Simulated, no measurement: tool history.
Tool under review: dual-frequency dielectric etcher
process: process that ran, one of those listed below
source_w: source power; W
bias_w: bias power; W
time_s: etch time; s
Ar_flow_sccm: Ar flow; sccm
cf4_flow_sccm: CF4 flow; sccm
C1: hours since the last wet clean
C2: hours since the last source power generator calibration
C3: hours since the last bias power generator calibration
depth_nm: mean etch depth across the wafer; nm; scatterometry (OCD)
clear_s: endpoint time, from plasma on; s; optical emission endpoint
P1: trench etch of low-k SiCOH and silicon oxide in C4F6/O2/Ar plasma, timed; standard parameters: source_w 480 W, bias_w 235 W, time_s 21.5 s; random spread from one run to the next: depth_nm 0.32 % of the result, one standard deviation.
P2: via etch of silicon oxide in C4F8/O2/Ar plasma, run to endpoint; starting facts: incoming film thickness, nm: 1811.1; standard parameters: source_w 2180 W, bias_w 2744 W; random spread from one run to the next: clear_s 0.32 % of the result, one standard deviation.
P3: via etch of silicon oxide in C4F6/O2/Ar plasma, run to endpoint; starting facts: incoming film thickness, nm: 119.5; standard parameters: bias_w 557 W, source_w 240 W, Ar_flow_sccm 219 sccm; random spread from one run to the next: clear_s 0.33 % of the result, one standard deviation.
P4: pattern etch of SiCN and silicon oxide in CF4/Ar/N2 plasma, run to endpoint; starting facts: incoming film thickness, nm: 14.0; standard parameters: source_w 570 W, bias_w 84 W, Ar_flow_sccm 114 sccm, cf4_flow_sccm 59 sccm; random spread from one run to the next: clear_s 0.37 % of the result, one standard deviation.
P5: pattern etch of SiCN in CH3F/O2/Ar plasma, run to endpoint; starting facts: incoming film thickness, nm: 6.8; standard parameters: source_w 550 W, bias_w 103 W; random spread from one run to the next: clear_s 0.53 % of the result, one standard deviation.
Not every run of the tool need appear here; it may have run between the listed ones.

Run 1, hour 17.2: process P1, source_w 480 W, bias_w 235 W, time_s 21.5 s; C1 120.0; C2 2259.9; C3 1377.3. Result: depth_nm 75.342 nm.
Run 2, hour 26.4: process P1, source_w 480 W, bias_w 235 W, time_s 21.5 s; C1 129.2; C2 2269.1; C3 1386.5. Result: depth_nm 75.467 nm.
Run 3, hour 34.8: process P4, source_w 570 W, bias_w 84 W, Ar_flow_sccm 68 sccm, cf4_flow_sccm 59 sccm; C1 137.6; C2 2277.5; C3 1394.9. Result: clear_s 12.2360 s.
Run 4, hour 48.2: process P4, source_w 570 W, bias_w 84 W, Ar_flow_sccm 114 sccm, cf4_flow_sccm 82 sccm; C1 151.0; C2 2290.9; C3 1408.3. Result: clear_s 12.5770 s.
Run 5, hour 65.0: process P3, source_w 170 W, bias_w 557 W, Ar_flow_sccm 219 sccm; C1 167.8; C2 2307.7; C3 1425.1. Result: clear_s 32.1620 s.
Run 6, hour 79.6: process P1, source_w 480 W, bias_w 235 W, time_s 21.5 s; C1 182.4; C2 2322.3; C3 1439.7. Result: depth_nm 75.532 nm.
Run 7, hour 92.4: process P2, source_w 2180 W, bias_w 2744 W; C1 195.2; C2 2335.1; C3 1452.5. Result: clear_s 307.2200 s.
Run 8, hour 108.8: process P5, source_w 550 W, bias_w 103 W; C1 211.6; C2 2351.5; C3 1468.9. Result: clear_s 14.0790 s.
Run 9, hour 119.5: process P1, source_w 480 W, bias_w 334 W, time_s 21.5 s; C1 222.3; C2 2362.2; C3 1479.6. Result: depth_nm 85.154 nm.
Run 10, hour 138.9: process P2, source_w 1650 W, bias_w 2744 W; C1 241.7; C2 2381.6; C3 1499.0. Result: clear_s 343.7400 s.
Run 11, hour 153.7: process P1, source_w 480 W, bias_w 182 W, time_s 21.5 s; C1 256.5; C2 2396.4; C3 1513.8. Result: depth_nm 69.352 nm.
Run 12, hour 166.2: process P5, source_w 550 W, bias_w 64 W; C1 269.0; C2 2408.9; C3 1526.3. Result: clear_s 16.7020 s.
Run 13, hour 178.3: process P1, source_w 480 W, bias_w 235 W, time_s 30.0 s; C1 281.1; C2 2421.0; C3 1538.4. Result: depth_nm 105.000 nm.
Run 14, hour 194.0: process P1, source_w 310 W, bias_w 154 W, time_s 21.5 s; C1 296.8; C2 2436.7; C3 1554.1. Result: depth_nm 55.677 nm.
Run 15, hour 207.7: process P4, source_w 780 W, bias_w 84 W, Ar_flow_sccm 114 sccm, cf4_flow_sccm 59 sccm; C1 310.5; C2 2450.4; C3 1567.8. Result: clear_s 9.9857 s.
Run 16, hour 225.4: process P5, source_w 550 W, bias_w 103 W; C1 328.2; C2 2468.1; C3 1585.5. Result: clear_s 14.1940 s.
Run 17, hour 235.2: process P1, source_w 480 W, bias_w 235 W, time_s 21.5 s; C1 338.0; C2 2477.9; C3 1595.3. Result: depth_nm 75.589 nm.
Run 18, hour 246.1: process P1, source_w 480 W, bias_w 235 W, time_s 21.5 s; C1 348.9; C2 2488.8; C3 1606.2. Result: depth_nm 75.084 nm.
Run 19, hour 259.1: process P4, source_w 570 W, bias_w 84 W, Ar_flow_sccm 114 sccm, cf4_flow_sccm 59 sccm; C1 361.9; C2 2501.8; C3 1619.2. Result: clear_s 13.1250 s.
Run 20, hour 274.6: process P1, source_w 390 W, bias_w 235 W, time_s 31.0 s; C1 377.4; C2 2517.3; C3 1634.7. Result: depth_nm 100.650 nm.
Run 21, hour 288.5: process P1, source_w 310 W, bias_w 235 W, time_s 21.5 s; C1 391.3; C2 2531.2; C3 1648.6. Result: depth_nm 63.644 nm.
Run 22, hour 299.2: process P5, source_w 360 W, bias_w 103 W; C1 402.0; C2 2541.9; C3 1659.3. Result: clear_s 16.4270 s.
Run 23, hour 313.7: process P2, source_w 2180 W, bias_w 2744 W; C1 416.5; C2 2556.4; C3 1673.8. Result: clear_s 307.2400 s.
Run 24, hour 326.8: process P3, source_w 240 W, bias_w 557 W, Ar_flow_sccm 219 sccm; C1 429.6; C2 2569.5; C3 1686.9. Result: clear_s 28.5640 s.
Run 25, hour 338.1: process P3, source_w 240 W, bias_w 557 W, Ar_flow_sccm 279 sccm; C1 440.9; C2 2580.8; C3 1698.2. Result: clear_s 29.0830 s.
Run 26, hour 349.3: process P4, source_w 570 W, bias_w 103 W, Ar_flow_sccm 114 sccm, cf4_flow_sccm 59 sccm; C1 452.1; C2 2592.0; C3 1709.4. Result: clear_s 12.1910 s.
Run 27, hour 362.7: process P3, source_w 240 W, bias_w 735 W, Ar_flow_sccm 219 sccm; C1 465.5; C2 2605.4; C3 1722.8. Result: clear_s 25.4310 s.
Run 28, hour 373.1: process P2, source_w 2180 W, bias_w 3775 W; C1 475.9; C2 2615.8; C3 1733.2. Result: clear_s 277.9000 s.
Run 29, hour 389.8: process P1, source_w 480 W, bias_w 235 W, time_s 13.5 s; C1 492.6; C2 2632.5; C3 1749.9. Result: depth_nm 47.433 nm.
Run 30, hour 405.8: process P1, source_w 660 W, bias_w 195 W, time_s 21.5 s; C1 508.6; C2 2648.5; C3 1765.9. Result: depth_nm 80.540 nm.
Run 31, hour 415.2: process P1, source_w 590 W, bias_w 235 W, time_s 21.5 s; C1 518.0; C2 2657.9; C3 1775.3. Result: depth_nm 81.825 nm.
Run 32, hour 424.8: process P1, source_w 480 W, bias_w 235 W, time_s 21.5 s; C1 527.6; C2 2667.5; C3 1784.9. Result: depth_nm 75.515 nm.
Run 33, hour 437.2: process P1, source_w 480 W, bias_w 235 W, time_s 21.5 s; C1 540.0; C2 2679.9; C3 1797.3. Result: depth_nm 75.606 nm.
Run 34, hour 453.4: process P1, source_w 480 W, bias_w 235 W, time_s 21.5 s; C1 556.2; C2 2696.1; C3 1813.5. Result: depth_nm 76.498 nm.
Run 35, hour 467.0: process P1, source_w 480 W, bias_w 235 W, time_s 21.5 s; C1 569.8; C2 2709.7; C3 1827.1. Result: depth_nm 76.668 nm.
Run 36, hour 483.7: process P1, source_w 480 W, bias_w 235 W, time_s 21.5 s; C1 586.5; C2 2726.4; C3 1843.8. Result: depth_nm 76.845 nm.
Run 37, hour 500.5: process P1, source_w 480 W, bias_w 235 W, time_s 21.5 s; C1 603.3; C2 2743.2; C3 1860.6. Result: depth_nm 76.583 nm.
Run 38, hour 512.3: process P1, source_w 480 W, bias_w 235 W, time_s 21.5 s; C1 615.1; C2 2755.0; C3 1872.4. Result: depth_nm 76.819 nm.
At hour 528.5: wet clean of the chamber.
Run 39, hour 529.0: process P1, source_w 480 W, bias_w 235 W, time_s 21.5 s; C1 0.5; C2 2771.7; C3 1889.1. Result: depth_nm 76.677 nm.
Run 40, hour 537.7: process P1, source_w 480 W, bias_w 235 W, time_s 21.5 s; C1 9.2; C2 2780.4; C3 1897.8. Result: depth_nm 77.004 nm.
Run 41, hour 553.1: process P1, source_w 480 W, bias_w 235 W, time_s 21.5 s; C1 24.6; C2 2795.8; C3 1913.2. Result: depth_nm 76.438 nm.
Run 42, hour 566.7: process P1, source_w 480 W, bias_w 235 W, time_s 21.5 s; C1 38.2; C2 2809.4; C3 1926.8. Result: depth_nm 77.144 nm.

P1 no longer gives what it gave before; its output has crept away from where it was. The following 2 causes, each at its listed size, fit the log equally well:
A: source power that arrives over what is set, % = 4.23
B: bias power that arrives over what is set, % = 4.94
Onset of the creep was near hour 424.8.
What rules out each remaining cause:
chamber walls in a state that raises the etch rate, %: serviced at hour 528.5, which brought nothing back

You are offered 4 check runs, listed below with question marks in place of their results; each one averages 2 wafers. Which run separates the listed causes by giving clearly different results for each?
Run check 1, hour 580.3: process P3, source_w 240 W, bias_w 675 W, Ar_flow_sccm 219 sccm. Result: clear_s ?.
Run check 2, hour 580.3: process P5, source_w 450 W, bias_w 73 W. Result: clear_s ?.
Run check 3, hour 580.3: process P2, source_w 2180 W, bias_w 3387 W. Result: clear_s ?.
Run check 4, hour 580.3: process P4, source_w 670 W, bias_w 84 W, Ar_flow_sccm 114 sccm, cf4_flow_sccm 78 sccm. Result: clear_s ?.

Expected result of each check under each candidate cause:
  check   result      if A      if B
check 1  clear_s   25.9770   25.8670
check 2  clear_s   16.9190   16.8950
check 3  clear_s  282.6900  282.9000
check 4  clear_s   10.5600   10.7740
Gap, in per cent, between the two causes that each check separates least, read from the result that separates them most: check 1 0.42 %; check 2 0.14 %; check 3 0.08 %; check 4 2.01 %
The causes can be told apart only by check 4. The other checks would give nearly the same results under each of them.

Check 4 was carried out, with these results: clear_s 10.8100 s. Which of the listed causes is responsible?

It was cause B: bias power that arrives over what is set, %.
